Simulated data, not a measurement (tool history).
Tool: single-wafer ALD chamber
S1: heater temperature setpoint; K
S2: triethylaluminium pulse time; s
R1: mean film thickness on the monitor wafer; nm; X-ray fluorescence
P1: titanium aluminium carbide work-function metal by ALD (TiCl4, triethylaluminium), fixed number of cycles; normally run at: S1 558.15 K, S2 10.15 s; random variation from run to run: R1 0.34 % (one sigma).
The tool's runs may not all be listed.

Run 1, hour 13.8: S1 558.15 K, S2 10.15 s. Result: R1 1.8641 nm.
Run 2, hour 22.0: S1 583.15 K, S2 10.15 s. Result: R1 2.0643 nm.
Run 3, hour 32.3: S1 558.15 K, S2 14.09 s. Result: R1 1.8970 nm.
Run 4, hour 43.2: S1 558.15 K, S2 10.15 s. Result: R1 1.8589 nm.
Run 5, hour 56.4: S1 537.15 K, S2 10.15 s. Result: R1 1.6860 nm.
Run 6, hour 69.1: S1 573.15 K, S2 7.17 s. Result: R1 1.8784 nm.
Run 7, hour 77.5: S1 558.15 K, S2 4.23 s. Result: R1 1.4667 nm.
Run 8, hour 90.8: S1 578.15 K, S2 13.87 s. Result: R1 2.0794 nm.
Run 9, hour 101.0: S1 558.15 K, S2 10.15 s. Result: R1 1.8461 nm.
Run 10, hour 115.5: S1 545.15 K, S2 6.29 s. Result: R1 1.5955 nm.
Run 11, hour 123.9: S1 558.15 K, S2 10.15 s. Result: R1 1.8510 nm.
Run 12, hour 135.4: S1 558.15 K, S2 10.15 s. Result: R1 1.8669 nm.
Run 13, hour 141.8: S1 558.15 K, S2 10.15 s. Result: R1 1.8567 nm.
Run 14, hour 151.1: S1 558.15 K, S2 10.15 s. Result: R1 1.8500 nm.
Run 15, hour 157.5: S1 558.15 K, S2 10.15 s. Result: R1 1.8452 nm.
Run 16, hour 170.3: S1 558.15 K, S2 10.15 s. Result: R1 1.8318 nm.
Run 17, hour 181.9: S1 558.15 K, S2 10.15 s. Result: R1 1.8399 nm.
Run 18, hour 191.9: S1 558.15 K, S2 10.15 s. Result: R1 1.8327 nm.
Run 19, hour 202.4: S1 558.15 K, S2 10.15 s. Result: R1 1.8300 nm.
Run 20, hour 209.8: S1 558.15 K, S2 10.15 s. Result: R1 1.8290 nm.
Run 21, hour 219.5: S1 558.15 K, S2 10.15 s. Result: R1 1.8298 nm.

Run 22 comes next. What will it give?
Run 22, hour 228.0: S1 558.15 K, S2 10.15 s. Result: R1 ?.

Run 22 gave R1 1.8237 nm.
